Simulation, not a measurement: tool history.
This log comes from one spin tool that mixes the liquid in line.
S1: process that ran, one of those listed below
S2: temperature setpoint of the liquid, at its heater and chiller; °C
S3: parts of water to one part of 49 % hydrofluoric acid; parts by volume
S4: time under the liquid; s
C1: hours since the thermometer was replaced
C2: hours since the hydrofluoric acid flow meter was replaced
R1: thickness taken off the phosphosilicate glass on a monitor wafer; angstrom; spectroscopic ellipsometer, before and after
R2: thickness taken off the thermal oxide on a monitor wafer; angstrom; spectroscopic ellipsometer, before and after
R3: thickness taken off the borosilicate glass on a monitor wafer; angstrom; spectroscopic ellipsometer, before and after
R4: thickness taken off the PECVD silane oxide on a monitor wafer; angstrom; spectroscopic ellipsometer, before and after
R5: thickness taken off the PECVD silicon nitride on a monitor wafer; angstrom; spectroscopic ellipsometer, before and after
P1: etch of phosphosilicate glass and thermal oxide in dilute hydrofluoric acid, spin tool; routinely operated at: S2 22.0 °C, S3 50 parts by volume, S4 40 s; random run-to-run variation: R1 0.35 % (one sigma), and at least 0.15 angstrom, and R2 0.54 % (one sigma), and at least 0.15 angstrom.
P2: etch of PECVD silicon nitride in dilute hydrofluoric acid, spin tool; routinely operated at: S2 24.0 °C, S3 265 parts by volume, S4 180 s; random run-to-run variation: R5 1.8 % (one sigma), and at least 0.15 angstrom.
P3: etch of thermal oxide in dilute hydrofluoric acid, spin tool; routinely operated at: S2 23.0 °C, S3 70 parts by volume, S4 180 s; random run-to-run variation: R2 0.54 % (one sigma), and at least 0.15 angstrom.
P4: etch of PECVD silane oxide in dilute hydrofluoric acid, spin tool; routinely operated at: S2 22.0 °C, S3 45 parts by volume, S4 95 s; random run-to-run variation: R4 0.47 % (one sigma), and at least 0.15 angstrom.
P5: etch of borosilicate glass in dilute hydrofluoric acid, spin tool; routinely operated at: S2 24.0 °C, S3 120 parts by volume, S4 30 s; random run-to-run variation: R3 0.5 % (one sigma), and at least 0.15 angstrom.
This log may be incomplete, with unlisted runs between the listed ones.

run	hour	S1	S2	S3	S4	C1	C2	R1	R2	R3	R4	R5
1	10.1	P1	22.0	50	40	1256.6	175.0	472.41	37.060			
2	18.6	P3	23.0	20	180	1265.1	183.5		468.660			
3	28.0	P1	22.0	50	40	1274.5	192.9	472.91	37.049			
4	36.5	P3	23.0	70	180	1283.0	201.4		124.420			
5	48.1	P1	22.0	50	40	1294.6	213.0	474.14	36.952			
6	61.6	P5	24.0	25	30	1308.1	226.5			366.820		
7	74.5	P1	22.0	25	40	1321.0	239.4	977.43	75.733			
8	86.1	P4	22.0	75	95	1332.6	251.0				251.29	
9	94.0	P1	22.0	50	40	1340.5	258.9	475.11	37.340			
10	104.1	P4	22.0	45	95	1350.6	269.0				432.17	
11	118.7	P5	24.0	120	30	1365.2	283.6			66.982		
12	130.7	P4	22.0	45	95	1377.2	295.6				435.18	
13	142.7	P1	22.0	50	40	1389.2	307.6	475.23	37.164			
14	149.6	P3	23.0	70	325	1396.1	314.5		223.700			
15	161.5	P1	17.0	50	40	1408.0	326.4	382.26	29.711			
16	173.0	P5	24.0	120	30	1419.5	337.9			66.823		
17	180.5	P1	22.0	50	15	1427.0	345.4	178.02	13.974			
18	194.3	P1	22.0	30	20	1440.8	359.2	404.92	32.034			
19	205.0	P2	24.0	265	180	1451.5	369.9					12.080
20	216.7	P2	28.5	265	180	1463.2	381.6					15.389
21	225.9	P3	17.0	70	180	1472.4	390.8		96.900			
22	233.0	P1	22.0	80	40	1479.5	397.9	286.10	22.656			
23	244.5	P1	29.5	50	40	1491.0	409.4	642.17	50.543			
24	256.1	P2	24.0	265	265	1502.6	421.0					17.604
25	270.2	P5	24.0	120	15	1516.7	435.1			33.370		
26	284.7	P1	22.0	50	40	1531.2	449.6	474.94	37.211			
27	295.5	P2	24.0	265	180	1542.0	460.4					11.977
28	309.9	P4	28.0	45	95	1556.4	474.8				553.09	
29	317.5	P2	24.0	50	180	1564.0	482.4					60.915
30	324.5	P5	18.5	120	30	1571.0	489.4			53.798		
31	333.3	P1	22.0	50	80	1579.8	498.2	945.89	73.915			
32	346.3	P4	22.0	45	175	1592.8	511.2				798.59	
33	357.2	P1	22.0	50	40	1603.7	522.1	475.25	36.861			
34	370.9	P1	22.0	50	40	1617.4	535.8	450.46	35.506			
35	379.8	P1	22.0	50	40	1626.3	544.7	443.84	34.869			
36	390.9	P1	22.0	50	40	1637.4	555.8	435.43	34.246			
37	400.2	P1	22.0	50	40	1646.7	565.1	437.38	34.023			
38	413.0	P1	22.0	50	40	1659.5	577.9	434.89	34.112			
39	425.0	P1	22.0	50	40	1671.5	589.9	432.72	34.054			
40	431.6	P1	22.0	50	40	1678.1	596.5	434.73	33.566			

Something has made what P1 gives creep away from where it was; the 2 causes below, each at its own stated size, fit the log equally well:
A: hydrofluoric acid flow below the setpoint (%) = 8.18
B: liquid colder than its thermometer reads (K) = 2.16
Creep in the process output first set in at about hour 357.2.

Below are 4 check runs, each averaged over 5 wafers, with their results shown as question marks. Which of them would give clearly different results depending on which cause is behind the drift?
check 1	438.2	P4	22.0	75	95						?	
check 2	438.2	P3	18.5	70	300				?			
check 3	438.2	P2	24.0	70	250							?
check 4	438.2	P5	24.0	35	30					?		

How each check would come out, cause by cause:
check	result	if A	if B
check 1	R4	227.64	228.54
check 2	R2	157.490	157.480
check 3	R5	56.174	52.825
check 4	R3	233.400	233.130
Smallest distance between any two causes, each pair judged by its most separating result, in per cent: check 1 0.39 %; check 2 0.01 %; check 3 6.15 %; check 4 0.11 %
The causes can be told apart only by check 3. The other checks would give nearly the same results under each of them.

The results of check 3 are: R5 55.794 angstrom. Based on these, which of the listed causes is it?

It is A: hydrofluoric acid flow below the setpoint (%).

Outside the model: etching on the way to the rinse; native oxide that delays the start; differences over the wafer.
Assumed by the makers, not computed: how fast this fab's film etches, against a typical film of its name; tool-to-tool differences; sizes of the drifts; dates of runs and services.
